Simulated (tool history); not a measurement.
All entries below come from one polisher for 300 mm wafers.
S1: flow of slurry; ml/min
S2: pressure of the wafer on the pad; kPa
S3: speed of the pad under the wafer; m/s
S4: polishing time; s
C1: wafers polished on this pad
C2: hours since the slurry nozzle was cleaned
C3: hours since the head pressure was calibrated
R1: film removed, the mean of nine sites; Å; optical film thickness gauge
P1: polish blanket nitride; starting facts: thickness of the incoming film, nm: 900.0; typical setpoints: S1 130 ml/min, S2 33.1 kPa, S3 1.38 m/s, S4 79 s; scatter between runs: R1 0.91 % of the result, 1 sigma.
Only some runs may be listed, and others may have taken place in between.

run,hour,S1,S2,S3,S4,C1,C2,C3,R1
1,5.6,130,33.1,1.38,79,663,474.9,300.5,2423.3
2,12.3,130,33.1,1.38,79,730,481.6,307.2,2408.4
3,16.1,205,33.1,1.38,79,768,485.4,311,2595
4,21.5,185,33.1,1.78,79,822,490.8,316.4,3097.9
5,27.6,130,20.7,1.38,79,883,496.9,322.5,1480.4
6,34.1,130,33.1,1.38,79,949,503.4,329,2417
7,40.5,130,33.1,1.38,79,1013,509.8,335.4,2398.9
8,48.1,130,45.5,1.38,79,1089,517.4,343,3310.6
9,52.7,130,33.1,0.62,79,1135,522,347.6,1276.7
10,57.3,130,33.1,1.38,114,1181,526.6,352.2,3529.3
11,63.8,130,33.1,1.38,47,1246,533.1,358.7,1428.2
12,69.2,80,33.1,1.38,79,1301,538.5,364.1,2125.8
13,75.4,130,33.1,2,79,1363,544.7,370.3,3248.9
14,80.4,130,33.1,1.38,79,1413,549.7,375.3,2394
15,85.3,130,33.1,1.38,79,1462,554.6,380.2,2408.3
16,92.3,130,33.1,1.38,79,1532,561.6,387.2,2408.1
17,96.6,130,33.1,1.38,79,1575,565.9,391.5,2327.7
18,102.6,130,33.1,1.38,79,1635,571.9,397.5,2246.8
19,108.7,130,33.1,1.38,79,1697,578,403.6,2188.9
20,115.1,130,33.1,1.38,79,1761,584.4,410,2175.3
21,119.4,130,33.1,1.38,79,1804,588.7,414.3,2150
22,124.3,130,33.1,1.38,79,1853,593.6,419.2,2130.2
23,128.3,130,33.1,1.38,79,1893,597.6,423.2,2128.5
# hour 130.2: head pressure recalibrated
24,136.5,130,33.1,1.38,79,1975,605.8,6.3,2138.4
25,141.3,130,33.1,1.38,79,2023,610.6,11.1,2114.5
26,145.2,130,33.1,1.38,79,2062,614.5,15,2105.1

P1 no longer gives what it gave before; its output has crept away from where it was. The following 2 causes, each at its listed size, fit the log equally well:
A: slurry flow missing at the pad, % = 39.3
B: removal rate lost through wear of the pad, % = 11.7
The onset of the drift is placed at about hour 92.3.
Why every other cause is out:
head's pressure below its setpoint, %: serviced at hour 130.2, after the change had begun; the process did not return to its earlier output

You are offered 4 check runs, listed below with question marks in place of their results; each one averages 2 wafers. Which run separates the listed causes by giving clearly different results for each?
check 1,149.1,130,33.1,1.82,79,,,,?
check 2,149.1,130,33.1,1.8,79,,,,?
check 3,149.1,130,33.1,0.92,79,,,,?
check 4,149.1,85,33.1,1.38,79,,,,?

What every check run would give for each of its results, assuming each possible cause in turn:
check,result,if A,if B
check 1,R1,2651.4,2651.8
check 2,R1,2628.1,2628.5
check 3,R1,1536.2,1536.4
check 4,R1,1816.8,1918.3
Distance between the nearest two causes, measured in the result of the check that separates them most: check 1 0.01 %; check 2 0.01 %; check 3 0.01 %; check 4 5.44 %
The other checks would show nearly matching results whichever cause is true, so check 4 is the only one that separates the causes.

Check 4 was then run and gave: R1 1908.1 Å. Which cause is it?

It is B: removal rate lost through wear of the pad, %.
